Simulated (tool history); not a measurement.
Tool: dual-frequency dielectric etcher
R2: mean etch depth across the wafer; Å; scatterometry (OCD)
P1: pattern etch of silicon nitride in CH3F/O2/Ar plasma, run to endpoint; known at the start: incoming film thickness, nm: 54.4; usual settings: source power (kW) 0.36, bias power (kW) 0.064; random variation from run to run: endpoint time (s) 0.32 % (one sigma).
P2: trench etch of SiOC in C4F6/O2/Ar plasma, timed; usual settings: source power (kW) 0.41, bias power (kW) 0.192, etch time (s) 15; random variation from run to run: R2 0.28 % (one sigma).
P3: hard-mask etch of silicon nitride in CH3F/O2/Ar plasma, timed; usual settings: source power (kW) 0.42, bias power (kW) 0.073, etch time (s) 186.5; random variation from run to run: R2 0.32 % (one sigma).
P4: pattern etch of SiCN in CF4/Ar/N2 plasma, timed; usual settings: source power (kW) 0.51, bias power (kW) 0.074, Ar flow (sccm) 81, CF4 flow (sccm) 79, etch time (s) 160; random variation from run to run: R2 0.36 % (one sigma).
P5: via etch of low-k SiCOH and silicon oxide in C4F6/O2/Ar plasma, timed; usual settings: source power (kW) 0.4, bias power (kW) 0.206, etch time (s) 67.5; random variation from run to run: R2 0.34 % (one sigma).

Run 1, day 0.425: process that ran P1, source power (kW) 0.36, bias power (kW) 0.064. Result: endpoint time (s) 85.853.
Run 2, day 0.742: process that ran P2, source power (kW) 0.41, bias power (kW) 0.192, etch time (s) 15. Result: R2 317.39 Å.
Run 3, day 1.058: process that ran P4, source power (kW) 0.51, bias power (kW) 0.074, etch time (s) 160, Ar flow (sccm) 81, CF4 flow (sccm) 54. Result: R2 1546.7 Å.
At day 1.358: bias power generator calibrated.
Run 4, day 1.442: process that ran P1, source power (kW) 0.36, bias power (kW) 0.064. Result: endpoint time (s) 85.217.
Run 5, day 1.846: process that ran P2, source power (kW) 0.51, bias power (kW) 0.192, etch time (s) 15. Result: R2 345.61 Å.
Run 6, day 2.175: process that ran P2, source power (kW) 0.41, bias power (kW) 0.192, etch time (s) 15. Result: R2 316.11 Å.
Run 7, day 2.533: process that ran P4, source power (kW) 0.62, bias power (kW) 0.074, etch time (s) 160, Ar flow (sccm) 81, CF4 flow (sccm) 79. Result: R2 1944.4 Å.
Run 8, day 2.892: process that ran P1, source power (kW) 0.36, bias power (kW) 0.064. Result: endpoint time (s) 85.046.
Run 9, day 3.258: process that ran P1, source power (kW) 0.25, bias power (kW) 0.064. Result: endpoint time (s) 98.281.
Run 10, day 3.471: process that ran P3, source power (kW) 0.42, bias power (kW) 0.073, etch time (s) 186.5. Result: R2 1284.3 Å.
Run 11, day 3.821: process that ran P1, source power (kW) 0.36, bias power (kW) 0.064. Result: endpoint time (s) 85.387.
Run 12, day 4.004: process that ran P2, source power (kW) 0.41, bias power (kW) 0.192, etch time (s) 11.5. Result: R2 243.17 Å.
Run 13, day 4.221: process that ran P4, source power (kW) 0.51, bias power (kW) 0.074, etch time (s) 160, Ar flow (sccm) 61, CF4 flow (sccm) 79. Result: R2 1698.4 Å.
Run 14, day 4.425: process that ran P2, source power (kW) 0.41, bias power (kW) 0.264, etch time (s) 15. Result: R2 354.46 Å.
Run 15, day 4.817: process that ran P3, source power (kW) 0.42, bias power (kW) 0.073, etch time (s) 186.5. Result: R2 1290.7 Å.
Run 16, day 5.129: process that ran P5, source power (kW) 0.4, bias power (kW) 0.206, etch time (s) 67.5. Result: R2 1849.6 Å.
Run 17, day 5.342: process that ran P1, source power (kW) 0.49, bias power (kW) 0.053. Result: endpoint time (s) 80.826.
Run 18, day 5.642: process that ran P3, source power (kW) 0.42, bias power (kW) 0.09, etch time (s) 186.5. Result: R2 1379.3 Å.
Run 19, day 5.938: process that ran P4, source power (kW) 0.51, bias power (kW) 0.074, etch time (s) 160, Ar flow (sccm) 81, CF4 flow (sccm) 79. Result: R2 1640.2 Å.
Run 20, day 6.317: process that ran P5, source power (kW) 0.4, bias power (kW) 0.206, etch time (s) 38. Result: R2 1034.5 Å.
Run 21, day 6.65: process that ran P1, source power (kW) 0.36, bias power (kW) 0.064. Result: endpoint time (s) 86.247.
Run 22, day 6.838: process that ran P5, source power (kW) 0.4, bias power (kW) 0.206, etch time (s) 67.5. Result: R2 1837.2 Å.

Run 23 comes next. What will it give?
Run 23, day 7.246: process that ran P1, source power (kW) 0.43, bias power (kW) 0.064. Result: endpoint time (s) ?.

Run 23 gave endpoint time (s) 79.934.
